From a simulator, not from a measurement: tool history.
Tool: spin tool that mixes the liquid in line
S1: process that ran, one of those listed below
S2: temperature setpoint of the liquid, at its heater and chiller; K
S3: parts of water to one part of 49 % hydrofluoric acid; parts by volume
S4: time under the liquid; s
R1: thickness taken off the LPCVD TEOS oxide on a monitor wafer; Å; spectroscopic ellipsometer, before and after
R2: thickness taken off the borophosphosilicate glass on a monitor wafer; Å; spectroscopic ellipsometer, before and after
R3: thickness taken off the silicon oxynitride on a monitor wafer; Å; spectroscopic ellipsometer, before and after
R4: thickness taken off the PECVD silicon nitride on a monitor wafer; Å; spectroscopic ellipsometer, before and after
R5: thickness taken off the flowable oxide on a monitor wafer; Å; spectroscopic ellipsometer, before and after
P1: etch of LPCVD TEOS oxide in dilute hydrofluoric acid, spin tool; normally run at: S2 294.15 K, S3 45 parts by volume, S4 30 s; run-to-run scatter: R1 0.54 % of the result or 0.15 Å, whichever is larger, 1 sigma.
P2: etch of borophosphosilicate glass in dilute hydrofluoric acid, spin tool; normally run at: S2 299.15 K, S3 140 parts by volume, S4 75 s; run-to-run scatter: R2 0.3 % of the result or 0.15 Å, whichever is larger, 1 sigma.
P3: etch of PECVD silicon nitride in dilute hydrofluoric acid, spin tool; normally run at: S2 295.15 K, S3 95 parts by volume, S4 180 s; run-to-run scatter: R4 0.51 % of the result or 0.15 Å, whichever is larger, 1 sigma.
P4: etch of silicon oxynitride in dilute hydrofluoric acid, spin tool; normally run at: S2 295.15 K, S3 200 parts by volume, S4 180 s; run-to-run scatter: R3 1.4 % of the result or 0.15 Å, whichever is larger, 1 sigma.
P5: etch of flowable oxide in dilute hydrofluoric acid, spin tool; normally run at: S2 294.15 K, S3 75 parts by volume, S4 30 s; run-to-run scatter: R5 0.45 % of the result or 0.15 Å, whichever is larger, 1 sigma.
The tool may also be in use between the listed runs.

Run 1, day 0.375: S1 P1, S2 294.15 K, S3 45 parts by volume, S4 30 s. Result: R1 106.03 Å.
Run 2, day 0.908: S1 P1, S2 290.15 K, S3 45 parts by volume, S4 50 s. Result: R1 149.13 Å.
Run 3, day 1.304: S1 P1, S2 294.15 K, S3 45 parts by volume, S4 30 s. Result: R1 107.14 Å.
Run 4, day 2.025: S1 P1, S2 294.15 K, S3 60 parts by volume, S4 30 s. Result: R1 78.292 Å.
Run 5, day 2.421: S1 P2, S2 299.15 K, S3 40 parts by volume, S4 75 s. Result: R2 1052.8 Å.
Run 6, day 3.071: S1 P1, S2 294.15 K, S3 30 parts by volume, S4 30 s. Result: R1 162.55 Å.
Run 7, day 3.65: S1 P1, S2 294.15 K, S3 45 parts by volume, S4 55 s. Result: R1 194.08 Å.
Run 8, day 4.338: S1 P4, S2 295.15 K, S3 200 parts by volume, S4 180 s. Result: R3 15.889 Å.
Run 9, day 4.879: S1 P1, S2 294.15 K, S3 45 parts by volume, S4 30 s. Result: R1 104.47 Å.
Run 10, day 5.338: S1 P3, S2 295.15 K, S3 95 parts by volume, S4 330 s. Result: R4 106.72 Å.
Run 11, day 5.962: S1 P2, S2 299.15 K, S3 140 parts by volume, S4 75 s. Result: R2 262.22 Å.
Run 12, day 6.592: S1 P1, S2 294.15 K, S3 45 parts by volume, S4 30 s. Result: R1 105.59 Å.
Run 13, day 6.942: S1 P5, S2 294.15 K, S3 75 parts by volume, S4 30 s. Result: R5 77.407 Å.
Run 14, day 7.404: S1 P5, S2 290.15 K, S3 75 parts by volume, S4 30 s. Result: R5 65.356 Å.
Run 15, day 7.971: S1 P1, S2 298.65 K, S3 45 parts by volume, S4 30 s. Result: R1 128.22 Å.
Run 16, day 8.521: S1 P3, S2 295.15 K, S3 95 parts by volume, S4 180 s. Result: R4 58.399 Å.
Run 17, day 9.083: S1 P1, S2 294.15 K, S3 45 parts by volume, S4 15 s. Result: R1 52.952 Å.
Run 18, day 9.625: S1 P2, S2 305.15 K, S3 140 parts by volume, S4 75 s. Result: R2 327.67 Å.
Run 19, day 10.212: S1 P1, S2 290.15 K, S3 20 parts by volume, S4 30 s. Result: R1 205.61 Å.
Run 20, day 10.9: S1 P5, S2 294.15 K, S3 75 parts by volume, S4 30 s. Result: R5 77.621 Å.
Run 21, day 11.462: S1 P1, S2 290.15 K, S3 45 parts by volume, S4 30 s. Result: R1 88.548 Å.
Run 22, day 12.2: S1 P2, S2 299.15 K, S3 140 parts by volume, S4 145 s. Result: R2 509.71 Å.
Run 23, day 12.725: S1 P4, S2 290.15 K, S3 200 parts by volume, S4 180 s. Result: R3 12.797 Å.
Run 24, day 13.346: S1 P3, S2 295.15 K, S3 165 parts by volume, S4 180 s. Result: R4 34.094 Å.
Run 25, day 13.992: S1 P4, S2 295.15 K, S3 35 parts by volume, S4 180 s. Result: R3 105.15 Å.
Run 26, day 14.7: S1 P1, S2 294.15 K, S3 45 parts by volume, S4 30 s. Result: R1 106.09 Å.
Run 27, day 15.154: S1 P4, S2 295.15 K, S3 200 parts by volume, S4 350 s. Result: R3 31.627 Å.
Run 28, day 15.783: S1 P1, S2 294.15 K, S3 45 parts by volume, S4 30 s. Result: R1 105.76 Å.
Run 29, day 16.321: S1 P4, S2 295.15 K, S3 200 parts by volume, S4 180 s. Result: R3 16.266 Å.
Run 30, day 17.062: S1 P5, S2 294.15 K, S3 20 parts by volume, S4 30 s. Result: R5 313.42 Å.
Run 31, day 17.758: S1 P5, S2 294.15 K, S3 75 parts by volume, S4 45 s. Result: R5 115.89 Å.
Run 32, day 18.15: S1 P1, S2 294.15 K, S3 30 parts by volume, S4 15 s. Result: R1 80.796 Å.
Run 33, day 18.733: S1 P3, S2 290.15 K, S3 95 parts by volume, S4 180 s. Result: R4 41.394 Å.
Run 34, day 19.45: S1 P3, S2 295.15 K, S3 95 parts by volume, S4 180 s. Result: R4 58.138 Å.
Run 35, day 19.958: S1 P1, S2 294.15 K, S3 45 parts by volume, S4 30 s. Result: R1 105.64 Å.
Run 36, day 20.479: S1 P1, S2 294.15 K, S3 45 parts by volume, S4 30 s. Result: R1 110.82 Å.

Run 37 comes next. What will it give?
Run 37, day 20.842: S1 P1, S2 294.15 K, S3 45 parts by volume, S4 30 s. Result: R1 ?.

R1: 112.71 Å
